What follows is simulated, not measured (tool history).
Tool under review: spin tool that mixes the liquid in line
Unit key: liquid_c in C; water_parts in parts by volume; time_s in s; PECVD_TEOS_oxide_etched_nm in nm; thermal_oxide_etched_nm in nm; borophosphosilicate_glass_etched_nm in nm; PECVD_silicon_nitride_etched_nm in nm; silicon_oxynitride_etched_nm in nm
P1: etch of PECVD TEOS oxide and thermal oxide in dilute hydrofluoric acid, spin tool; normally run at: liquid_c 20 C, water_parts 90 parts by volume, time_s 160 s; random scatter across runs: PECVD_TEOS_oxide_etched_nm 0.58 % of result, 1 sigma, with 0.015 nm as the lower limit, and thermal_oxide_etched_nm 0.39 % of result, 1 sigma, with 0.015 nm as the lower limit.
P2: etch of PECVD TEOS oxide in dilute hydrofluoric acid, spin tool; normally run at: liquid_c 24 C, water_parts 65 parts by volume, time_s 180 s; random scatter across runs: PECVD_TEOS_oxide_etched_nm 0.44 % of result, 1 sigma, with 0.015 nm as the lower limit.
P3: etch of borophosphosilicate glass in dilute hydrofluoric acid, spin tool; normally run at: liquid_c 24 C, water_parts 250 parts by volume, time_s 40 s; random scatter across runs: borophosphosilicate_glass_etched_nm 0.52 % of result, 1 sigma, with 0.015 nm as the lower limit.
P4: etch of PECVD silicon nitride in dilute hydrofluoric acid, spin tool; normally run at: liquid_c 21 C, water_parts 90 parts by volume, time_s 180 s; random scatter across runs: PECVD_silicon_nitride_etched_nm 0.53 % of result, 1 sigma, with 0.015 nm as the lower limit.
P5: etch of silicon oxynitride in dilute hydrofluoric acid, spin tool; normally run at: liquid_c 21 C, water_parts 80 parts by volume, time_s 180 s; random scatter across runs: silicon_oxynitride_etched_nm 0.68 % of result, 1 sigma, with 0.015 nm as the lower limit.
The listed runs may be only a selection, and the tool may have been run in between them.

run,hour,process,liquid_c,water_parts,time_s,hours since the thermometer was replaced,hours since the hydrofluoric acid flow meter was replaced,PECVD_TEOS_oxide_etched_nm,thermal_oxide_etched_nm,borophosphosilicate_glass_etched_nm,PECVD_silicon_nitride_etched_nm,silicon_oxynitride_etched_nm
1,8.3,P1,20,90,160,698.0,783.4,25.1600,7.3523,,,
2,13.6,P3,24,250,40,703.3,788.7,,,8.2932,,
3,20.4,P3,24,250,80,710.1,795.5,,,16.7890,,
4,27.0,P1,20,160,280,716.7,802.1,22.7580,6.6733,,,
5,33.9,P2,24,25,180,723.6,809.0,87.2550,,,,
6,41.1,P1,20,90,160,730.8,816.2,24.9990,7.3645,,,
7,45.4,P2,24,65,15,735.1,820.5,2.6779,,,,
8,51.5,P2,24,65,180,741.2,826.6,31.5610,,,,
9,59.8,P3,24,70,40,749.5,834.9,,,36.5430,,
10,64.8,P1,17,90,160,754.5,839.9,22.0310,6.4652,,,
11,70.2,P1,27,90,160,759.9,845.3,33.1050,9.7126,,,
12,76.2,P3,17,250,40,765.9,851.3,,,6.4874,,
13,84.5,P4,21,20,180,774.2,859.6,,,,23.67600,
14,91.3,P4,17,90,180,781.0,866.4,,,,4.19150,
15,96.4,P1,20,90,15,786.1,871.5,2.3691,0.7055,,,
16,102.6,P5,17,80,180,792.3,877.7,,,,,2.6203
17,107.9,P1,20,25,160,797.6,883.0,96.6530,28.3890,,,
18,113.5,P4,21,90,180,803.2,888.6,,,,5.47290,
# hour 113.9: thermometer replaced
19,121.0,P4,21,90,25,7.2,896.1,,,,0.76738,
20,127.1,P5,21,80,360,13.3,902.2,,,,,6.3779
21,133.9,P1,20,90,160,20.1,909.0,25.1670,7.3590,,,
22,140.3,P5,21,35,180,26.5,915.4,,,,,7.5129
23,145.8,P1,20,145,160,32.0,920.9,14.7240,4.3351,,,
# hour 148.5: hydrofluoric acid flow meter replaced
24,154.0,P5,21,80,180,40.2,5.5,,,,,3.1523
25,162.9,P5,21,80,180,49.1,14.4,,,,,3.1483
26,168.5,P2,17,65,180,54.7,20.0,23.5650,,,,
27,176.4,P2,24,65,180,62.6,27.9,31.7840,,,,
28,182.3,P1,20,90,160,68.5,33.8,25.2280,7.3248,,,
29,191.8,P1,20,90,160,78.0,43.3,24.9680,7.3495,,,
30,197.2,P1,20,90,265,83.4,48.7,41.3160,12.0770,,,
31,203.6,P1,20,90,160,89.8,55.1,24.9880,7.3235,,,
32,209.8,P1,20,90,160,96.0,61.3,25.0640,7.3159,,,
33,217.0,P1,20,90,160,103.2,68.5,25.7550,7.5365,,,
34,221.8,P1,20,90,160,108.0,73.3,26.0530,7.6260,,,
35,226.3,P1,20,90,160,112.5,77.8,26.1890,7.6720,,,
36,233.5,P1,20,90,160,119.7,85.0,26.6840,7.7113,,,
37,238.2,P1,20,90,160,124.4,89.7,26.3480,7.8185,,,
38,246.9,P1,20,90,160,133.1,98.4,26.8930,7.8962,,,
39,255.5,P1,20,90,160,141.7,107.0,26.8100,7.8213,,,
40,261.0,P1,20,90,160,147.2,112.5,26.7890,7.9070,,,
41,265.8,P1,20,90,160,152.0,117.3,26.9220,7.8837,,,

P1 no longer gives what it gave before; its output has crept away from where it was. The following 2 causes, each at its listed size, fit the log equally well:
A: liquid hotter than its thermometer reads (K) = 1.76
B: hydrofluoric acid flow above the setpoint (%) = 6.77
The gradual shift began around hour 209.8.

The check runs listed below each take one wafer, and their results are still question marks. Under which run would the listed causes lead to clearly different results?
check 1,270.6,P2,17.0,65,25,,,?,,,,
check 2,270.6,P4,21.0,20,180,,,,,,?,
check 3,270.6,P5,21.0,80,320,,,,,,,?
check 4,270.6,P3,18.5,170,40,,,,,?,,

Predicted outcomes, by check and by cause:
check,result,if A,if B
check 1,PECVD_TEOS_oxide_etched_nm,3.5460,3.5274
check 2,PECVD_silicon_nitride_etched_nm,26.75800,25.19400
check 3,silicon_oxynitride_etched_nm,6.0962,5.9971
check 4,borophosphosilicate_glass_etched_nm,11.6160,11.6920
Separation of the two closest causes in each check, using whichever result separates them best: check 1 0.53 %; check 2 6.02 %; check 3 1.64 %; check 4 0.65 %
Only check 2 tells the causes apart: in the others they would give nearly the same result.

Here is what check 2 returned: PECVD_silicon_nitride_etched_nm 27.03500 nm. Which cause is it?

The cause is A: liquid hotter than its thermometer reads (K).
